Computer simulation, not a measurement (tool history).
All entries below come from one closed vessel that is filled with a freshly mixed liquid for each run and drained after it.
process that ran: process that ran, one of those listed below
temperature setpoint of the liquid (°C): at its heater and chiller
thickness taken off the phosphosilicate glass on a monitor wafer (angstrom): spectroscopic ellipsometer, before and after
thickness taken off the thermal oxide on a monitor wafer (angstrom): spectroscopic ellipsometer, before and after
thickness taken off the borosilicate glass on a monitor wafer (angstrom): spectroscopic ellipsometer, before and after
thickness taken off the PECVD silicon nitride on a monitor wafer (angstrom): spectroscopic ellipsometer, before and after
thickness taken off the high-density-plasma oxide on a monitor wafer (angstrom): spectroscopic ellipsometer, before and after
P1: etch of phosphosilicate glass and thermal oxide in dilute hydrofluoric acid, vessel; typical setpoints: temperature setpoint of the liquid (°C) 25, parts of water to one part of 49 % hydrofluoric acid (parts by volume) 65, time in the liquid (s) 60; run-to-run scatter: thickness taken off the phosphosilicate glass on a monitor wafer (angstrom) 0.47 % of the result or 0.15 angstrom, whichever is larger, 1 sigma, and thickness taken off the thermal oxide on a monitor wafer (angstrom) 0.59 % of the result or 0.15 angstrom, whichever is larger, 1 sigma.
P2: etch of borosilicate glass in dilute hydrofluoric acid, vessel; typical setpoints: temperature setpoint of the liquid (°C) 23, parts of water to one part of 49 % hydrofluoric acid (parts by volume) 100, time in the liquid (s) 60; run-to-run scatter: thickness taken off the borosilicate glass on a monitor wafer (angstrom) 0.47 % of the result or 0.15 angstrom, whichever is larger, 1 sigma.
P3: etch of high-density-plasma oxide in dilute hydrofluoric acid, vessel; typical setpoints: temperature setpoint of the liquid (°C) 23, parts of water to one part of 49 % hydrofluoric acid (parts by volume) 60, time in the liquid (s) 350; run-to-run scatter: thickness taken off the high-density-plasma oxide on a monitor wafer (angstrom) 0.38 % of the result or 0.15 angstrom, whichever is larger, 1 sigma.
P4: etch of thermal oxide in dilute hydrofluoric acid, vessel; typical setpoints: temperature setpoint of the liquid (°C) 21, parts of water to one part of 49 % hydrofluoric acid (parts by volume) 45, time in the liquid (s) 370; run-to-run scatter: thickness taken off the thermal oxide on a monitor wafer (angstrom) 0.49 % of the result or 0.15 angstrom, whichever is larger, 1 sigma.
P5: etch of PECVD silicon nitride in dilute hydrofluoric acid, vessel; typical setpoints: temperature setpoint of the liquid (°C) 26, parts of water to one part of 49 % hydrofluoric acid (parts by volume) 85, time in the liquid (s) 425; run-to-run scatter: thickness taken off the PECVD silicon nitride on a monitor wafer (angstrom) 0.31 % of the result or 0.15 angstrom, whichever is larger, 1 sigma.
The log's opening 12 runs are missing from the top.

run	hour	process that ran	temperature setpoint of the liquid (°C)	parts of water to one part of 49 % hydrofluoric acid (parts by volume)	time in the liquid (s)	thickness taken off the phosphosilicate glass on a monitor wafer (angstrom)	thickness taken off the thermal oxide on a monitor wafer (angstrom)	thickness taken off the borosilicate glass on a monitor wafer (angstrom)	thickness taken off the PECVD silicon nitride on a monitor wafer (angstrom)	thickness taken off the high-density-plasma oxide on a monitor wafer (angstrom)
13	126.6	P1	25	65	85	1086.5	67.577			
14	139.4	P5	26	85	425				297.85	
15	155	P1	30	65	60	930.72	57.387			
16	169	P1	25	65	60	767.69	47.798			
17	185.2	P2	23	145	60			143.84		
18	195.6	P1	32	65	30	503.28	30.942			
19	206	P4	21	45	370		379.2			
20	221.2	P1	25	25	60	2101.3	129.53			
21	236.1	P1	18	65	60	572.62	35.436			
22	243.6	P3	23	90	350					195.77
23	253.7	P1	25	110	60	426.26	26.334			
24	268.4	P1	25	65	60	763.58	47.793			
25	282.1	P1	25	65	60	759.34	47.657			
26	294.2	P3	23	60	350					307.21
# hour 305.9: hydrofluoric acid flow meter replaced
27	310.4	P4	21	45	630		642.58			
28	317.6	P1	25	65	60	761.81	47.486			
29	332.4	P5	26	55	425				456.32	
30	346.9	P3	17	60	350					237.48
31	360.7	P1	25	65	60	759.79	47.291			
32	376.7	P1	25	65	60	781.66	48.491			
33	388.6	P1	25	65	60	801.6	49.199			
34	404.5	P1	25	65	60	800.19	49.375			
35	415.9	P1	25	65	60	810.48	49.779			
36	423.5	P1	25	65	60	813.02	50.467			

Expected results for the next run?
37	437.5	P1	25	65	60	?	?			

Run 37 produced thickness taken off the phosphosilicate glass on a monitor wafer (angstrom) 812.96, thickness taken off the thermal oxide on a monitor wafer (angstrom) 50.451.
